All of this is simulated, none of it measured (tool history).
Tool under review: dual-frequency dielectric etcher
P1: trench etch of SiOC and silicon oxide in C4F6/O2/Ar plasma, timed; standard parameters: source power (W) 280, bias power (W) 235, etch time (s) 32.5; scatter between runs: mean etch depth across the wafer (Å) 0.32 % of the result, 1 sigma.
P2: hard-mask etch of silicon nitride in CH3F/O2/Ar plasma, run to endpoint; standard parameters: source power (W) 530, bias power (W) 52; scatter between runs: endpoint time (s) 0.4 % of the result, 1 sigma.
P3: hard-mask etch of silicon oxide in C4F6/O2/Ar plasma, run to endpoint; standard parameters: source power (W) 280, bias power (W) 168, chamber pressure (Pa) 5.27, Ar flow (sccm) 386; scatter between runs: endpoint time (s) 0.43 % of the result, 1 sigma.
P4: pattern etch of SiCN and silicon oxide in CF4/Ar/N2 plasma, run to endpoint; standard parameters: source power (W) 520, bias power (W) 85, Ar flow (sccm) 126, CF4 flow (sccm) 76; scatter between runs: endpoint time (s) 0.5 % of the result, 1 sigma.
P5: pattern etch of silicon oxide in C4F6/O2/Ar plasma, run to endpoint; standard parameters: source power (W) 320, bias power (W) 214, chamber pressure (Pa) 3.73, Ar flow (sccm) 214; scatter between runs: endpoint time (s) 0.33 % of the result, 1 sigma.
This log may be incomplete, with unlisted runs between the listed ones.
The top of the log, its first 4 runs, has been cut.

| run | hour | process that ran | source power (W) | bias power (W) | etch time (s) | chamber pressure (Pa) | Ar flow (sccm) | CF4 flow (sccm) | hours since the last wet clean | hours since the last source power generator calibration | hours since the last bias power generator calibration | mean etch depth across the wafer (Å) | endpoint time (s) |
|---|---|---|---|---|---|---|---|---|---|---|---|---|---|
| 5 | 21.3 | P1 | 280 | 235 | 32.5 |  |  |  | 253 | 2169.7 | 808.5 | 614 |  |
| 6 | 27.6 | P4 | 520 | 85 |  |  | 126 | 49 | 259.3 | 2176 | 814.8 |  | 14.586 |
| 7 | 30.9 | P2 | 630 | 52 |  |  |  |  | 262.6 | 2179.3 | 818.1 |  | 67.906 |
| 8 | 34.9 | P5 | 320 | 214 |  | 3.73 | 214 |  | 266.6 | 2183.3 | 822.1 |  | 10.553 |
| 9 | 38.4 | P1 | 280 | 317 | 32.5 |  |  |  | 270.1 | 2186.8 | 825.6 | 681.15 |  |
| 10 | 43.6 | P1 | 280 | 235 | 18.5 |  |  |  | 275.3 | 2192 | 830.8 | 348.53 |  |
| 11 | 47.2 | P1 | 280 | 235 | 32.5 |  |  |  | 278.9 | 2195.6 | 834.4 | 613.74 |  |
| 12 | 51.7 | P1 | 280 | 235 | 32.5 |  |  |  | 283.4 | 2200.1 | 838.9 | 614.84 |  |
| 13 | 57.5 | P1 | 190 | 235 | 21 |  |  |  | 289.2 | 2205.9 | 844.7 | 341.14 |  |
| 14 | 63.8 | P1 | 280 | 235 | 32.5 |  |  |  | 295.5 | 2212.2 | 851 | 614.91 |  |
| 15 | 68.6 | P3 | 280 | 168 |  | 7.4 | 386 |  | 300.3 | 2217 | 855.8 |  | 84.144 |
| 16 | 73.7 | P5 | 320 | 282 |  | 3.73 | 214 |  | 305.4 | 2222.1 | 860.9 |  | 9.646 |
| 17 | 79 | P2 | 530 | 31 |  |  |  |  | 310.7 | 2227.4 | 866.2 |  | 84.339 |
| 18 | 84.9 | P2 | 530 | 52 |  |  |  |  | 316.6 | 2233.3 | 872.1 |  | 72.623 |
| 19 | 89.9 | P3 | 210 | 168 |  | 5.27 | 386 |  | 321.6 | 2238.3 | 877.1 |  | 89.759 |
| 20 | 93.9 | P5 | 320 | 214 |  | 3.73 | 130 |  | 325.6 | 2242.3 | 881.1 |  | 9.9489 |
| 21 | 99.1 | P5 | 320 | 214 |  | 4.93 | 214 |  | 330.8 | 2247.5 | 886.3 |  | 10.999 |
| 22 | 104.2 | P4 | 520 | 85 |  |  | 95 | 76 | 335.9 | 2252.6 | 891.4 |  | 13.027 |
| 23 | 108.2 | P3 | 280 | 131 |  | 5.27 | 386 |  | 339.9 | 2256.6 | 895.4 |  | 86.656 |
| 24 | 113.1 | P3 | 280 | 168 |  | 5.27 | 280 |  | 344.8 | 2261.5 | 900.3 |  | 77.346 |
| 25 | 116.3 | P4 | 300 | 85 |  |  | 126 | 76 | 348 | 2264.7 | 903.5 |  | 22.145 |

Run 26 is up next; what results do you expect?
| 26 | 120.4 | P5 | 190 | 214 |  | 3.73 | 214 |  | 352.1 | 2268.8 | 907.6 |  | ? |

endpoint time (s): 12.954
